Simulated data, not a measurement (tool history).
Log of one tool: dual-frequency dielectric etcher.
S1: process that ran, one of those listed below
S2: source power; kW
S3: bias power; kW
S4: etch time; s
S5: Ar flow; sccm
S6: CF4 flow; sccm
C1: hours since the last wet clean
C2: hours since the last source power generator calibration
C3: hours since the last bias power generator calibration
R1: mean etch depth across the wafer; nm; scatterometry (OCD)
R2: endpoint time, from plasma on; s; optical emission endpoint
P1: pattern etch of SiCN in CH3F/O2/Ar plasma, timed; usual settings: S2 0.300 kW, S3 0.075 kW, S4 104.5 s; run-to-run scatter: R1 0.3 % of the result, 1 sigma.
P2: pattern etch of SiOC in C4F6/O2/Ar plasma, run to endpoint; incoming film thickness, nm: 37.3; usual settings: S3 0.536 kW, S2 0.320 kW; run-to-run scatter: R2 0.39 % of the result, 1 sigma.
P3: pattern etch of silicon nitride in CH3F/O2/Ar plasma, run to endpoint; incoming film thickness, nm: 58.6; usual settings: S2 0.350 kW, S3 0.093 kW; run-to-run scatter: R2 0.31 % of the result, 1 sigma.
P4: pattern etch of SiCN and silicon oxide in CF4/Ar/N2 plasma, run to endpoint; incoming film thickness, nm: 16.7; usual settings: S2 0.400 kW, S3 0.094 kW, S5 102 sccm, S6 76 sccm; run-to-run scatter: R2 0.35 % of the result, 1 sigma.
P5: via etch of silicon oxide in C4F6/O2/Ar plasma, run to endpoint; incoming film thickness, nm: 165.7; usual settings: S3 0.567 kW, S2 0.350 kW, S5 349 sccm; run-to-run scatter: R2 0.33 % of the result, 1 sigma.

| run | hour | S1 | S2 | S3 | S4 | S5 | S6 | C1 | C2 | C3 | R1 | R2 |
|---|---|---|---|---|---|---|---|---|---|---|---|---|
| 1 | 7.8 | P1 | 0.300 | 0.075 | 104.5 |  |  | 357.6 | 1876.8 | 1016.9 | 35.814 |  |
| 2 | 13.0 | P1 | 0.300 | 0.060 | 104.5 |  |  | 362.8 | 1882.0 | 1022.1 | 33.091 |  |
| 3 | 20.6 | P1 | 0.300 | 0.104 | 104.5 |  |  | 370.4 | 1889.6 | 1029.7 | 40.567 |  |
| 4 | 24.8 | P1 | 0.420 | 0.075 | 104.5 |  |  | 374.6 | 1893.8 | 1033.9 | 40.733 |  |
| 5 | 29.9 | P4 | 0.400 | 0.094 |  | 75 | 76 | 379.7 | 1898.9 | 1039.0 |  | 18.537 |
| 6 | 36.4 | P1 | 0.300 | 0.075 | 57.5 |  |  | 386.2 | 1905.4 | 1045.5 | 19.606 |  |
| 7 | 45.6 | P3 | 0.350 | 0.093 |  |  |  | 395.4 | 1914.6 | 1054.7 |  | 78.900 |
| 8 | 50.3 | P4 | 0.400 | 0.075 |  | 102 | 76 | 400.1 | 1919.3 | 1059.4 |  | 20.674 |
| 9 | 59.5 | P5 | 0.260 | 0.567 |  | 349 |  | 409.3 | 1928.5 | 1068.6 |  | 41.130 |
| 10 | 64.5 | P1 | 0.240 | 0.099 | 104.5 |  |  | 414.3 | 1933.5 | 1073.6 | 36.617 |  |
|  | 67.5 | wet clean of the chamber |
| 11 | 74.0 | P5 | 0.350 | 0.724 |  | 349 |  | 6.5 | 1943.0 | 1083.1 |  | 33.432 |
| 12 | 79.0 | P5 | 0.350 | 0.567 |  | 349 |  | 11.5 | 1948.0 | 1088.1 |  | 36.711 |
| 13 | 87.5 | P1 | 0.300 | 0.075 | 104.5 |  |  | 20.0 | 1956.5 | 1096.6 | 35.728 |  |
| 14 | 95.6 | P3 | 0.420 | 0.093 |  |  |  | 28.1 | 1964.6 | 1104.7 |  | 73.990 |
| 15 | 105.0 | P2 | 0.320 | 0.536 |  |  |  | 37.5 | 1974.0 | 1114.1 |  | 13.166 |
| 16 | 109.9 | P1 | 0.300 | 0.075 | 104.5 |  |  | 42.4 | 1978.9 | 1119.0 | 35.814 |  |
| 17 | 114.4 | P4 | 0.550 | 0.094 |  | 102 | 76 | 46.9 | 1983.4 | 1123.5 |  | 14.458 |
| 18 | 122.6 | P2 | 0.320 | 0.422 |  |  |  | 55.1 | 1991.6 | 1131.7 |  | 14.269 |
| 19 | 129.9 | P4 | 0.400 | 0.094 |  | 102 | 76 | 62.4 | 1998.9 | 1139.0 |  | 19.161 |
| 20 | 139.0 | P2 | 0.190 | 0.536 |  |  |  | 71.5 | 2008.0 | 1148.1 |  | 15.804 |

Forecast run 21:
| 21 | 147.2 | P1 | 0.190 | 0.075 | 104.5 |  |  | 79.7 | 2016.2 | 1156.3 | ? |  |

R1: 30.260 nm
